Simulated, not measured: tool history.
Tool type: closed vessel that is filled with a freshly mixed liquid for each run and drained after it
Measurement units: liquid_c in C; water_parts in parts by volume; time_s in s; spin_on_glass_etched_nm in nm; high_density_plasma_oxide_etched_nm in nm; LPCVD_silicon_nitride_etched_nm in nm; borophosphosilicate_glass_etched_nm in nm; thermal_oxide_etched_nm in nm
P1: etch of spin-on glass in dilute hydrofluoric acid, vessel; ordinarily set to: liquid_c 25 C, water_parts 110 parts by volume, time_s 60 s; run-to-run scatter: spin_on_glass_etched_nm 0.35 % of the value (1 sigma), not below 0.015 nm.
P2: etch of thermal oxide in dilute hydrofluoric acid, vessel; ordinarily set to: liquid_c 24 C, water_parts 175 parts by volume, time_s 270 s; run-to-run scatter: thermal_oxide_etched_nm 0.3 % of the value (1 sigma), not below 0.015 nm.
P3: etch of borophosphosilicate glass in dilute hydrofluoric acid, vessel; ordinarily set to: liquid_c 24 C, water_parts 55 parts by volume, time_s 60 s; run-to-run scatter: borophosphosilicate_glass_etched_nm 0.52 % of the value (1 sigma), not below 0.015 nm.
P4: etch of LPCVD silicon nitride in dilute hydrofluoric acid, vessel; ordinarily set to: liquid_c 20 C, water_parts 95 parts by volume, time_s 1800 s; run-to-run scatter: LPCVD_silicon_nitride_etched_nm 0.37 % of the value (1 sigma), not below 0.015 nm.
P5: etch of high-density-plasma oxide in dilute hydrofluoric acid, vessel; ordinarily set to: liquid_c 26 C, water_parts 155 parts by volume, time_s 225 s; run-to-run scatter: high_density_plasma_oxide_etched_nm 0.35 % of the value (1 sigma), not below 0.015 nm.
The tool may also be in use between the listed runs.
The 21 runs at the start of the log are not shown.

run   hour  process  liquid_c  water_parts  time_s  hours since the thermometer was replaced  hours since the hydrofluoric acid flow meter was replaced  spin_on_glass_etched_nm  high_density_plasma_oxide_etched_nm  LPCVD_silicon_nitride_etched_nm  borophosphosilicate_glass_etched_nm  thermal_oxide_etched_nm
 22  197.7       P1        25          110      60                                       580                                                        416                   13.259
 23  205.4       P1        18          110      30                                     587.7                                                      423.7                   5.0258
 24  216.7       P3        24           55     115                                       599                                                        435                                                                                                                              95.997
 25  227.5       P1        25          110     115                                     609.8                                                      445.8                   25.536
 26  232.8       P1        25          110      60                                     615.1                                                      451.1                   13.355
 27  240.6       P4        20           95     610                                     622.9                                                      458.9                                                                                         2.5944
 28  248.1       P2        24          175     135                                     630.4                                                      466.4                                                                                                                                                       3.3846
 29  257.3       P1        25          110      60                                     639.6                                                      475.6                   13.209
 30  267.1       P5      18.5          155     225                                     649.4                                                      485.4                                                        5.6157
 31  274.6       P1        25           55      60                                     656.9                                                      492.9                   28.439
 32  283.1       P3        24           55      60                                     665.4                                                      501.4                                                                                                                              49.687
 33  293.2       P1        25          110      60                                     675.5                                                      511.5                   13.215

Run 34 comes next. What will it give?
 34   304       P1        25          110      60                                     686.3                                                      522.3                        ?

Run 34 produced spin_on_glass_etched_nm 13.234 nm.

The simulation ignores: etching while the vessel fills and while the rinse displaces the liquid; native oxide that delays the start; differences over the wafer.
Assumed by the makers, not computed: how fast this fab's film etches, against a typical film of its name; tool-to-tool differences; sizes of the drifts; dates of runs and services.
